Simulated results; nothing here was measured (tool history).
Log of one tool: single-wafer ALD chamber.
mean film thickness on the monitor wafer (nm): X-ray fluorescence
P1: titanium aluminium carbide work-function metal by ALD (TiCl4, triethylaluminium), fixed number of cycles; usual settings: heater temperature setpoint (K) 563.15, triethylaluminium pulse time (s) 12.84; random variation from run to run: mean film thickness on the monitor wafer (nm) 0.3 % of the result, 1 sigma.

run,day,heater temperature setpoint (K),triethylaluminium pulse time (s),hours since the last thermocouple change,hours since the last triethylaluminium bottle change,mean film thickness on the monitor wafer (nm)
1,0.196,563.15,12.84,401.4,830.9,1.9418
2,0.350,582.15,18.65,405.1,834.6,2.1100
3,0.646,563.15,4.44,412.2,841.7,1.5376
4,0.804,541.15,16.70,416.0,845.5,1.7639
5,1.058,542.15,6.84,422.1,851.6,1.6002
6,1.279,563.15,12.84,427.4,856.9,1.9358
7,1.475,563.15,12.84,432.1,861.6,1.9344
8,1.717,563.15,20.92,437.9,867.4,1.9581
9,1.908,549.15,12.84,442.5,872.0,1.8111
10,2.208,587.15,12.84,449.7,879.2,2.1494
11,2.367,563.15,12.84,453.5,883.0,1.9347
12,2.500,563.15,12.84,456.7,886.2,1.9294
13,2.717,563.15,12.84,461.9,891.4,1.9278
14,2.908,563.15,12.84,466.5,896.0,1.9295
15,3.158,563.15,12.84,472.5,902.0,1.9107
16,3.408,563.15,12.84,478.5,908.0,1.9145
17,3.558,563.15,12.84,482.1,911.6,1.9092
18,3.762,563.15,12.84,487.0,916.5,1.9002
19,3.925,563.15,12.84,490.9,920.4,1.9003
20,4.171,563.15,12.84,496.8,926.3,1.8979
21,4.354,563.15,12.84,501.2,930.7,1.8990
22,4.621,563.15,12.84,507.6,937.1,1.9025

Forecast run 23:
23,4.825,563.15,12.84,512.5,942.0,?

mean film thickness on the monitor wafer (nm): 1.8952

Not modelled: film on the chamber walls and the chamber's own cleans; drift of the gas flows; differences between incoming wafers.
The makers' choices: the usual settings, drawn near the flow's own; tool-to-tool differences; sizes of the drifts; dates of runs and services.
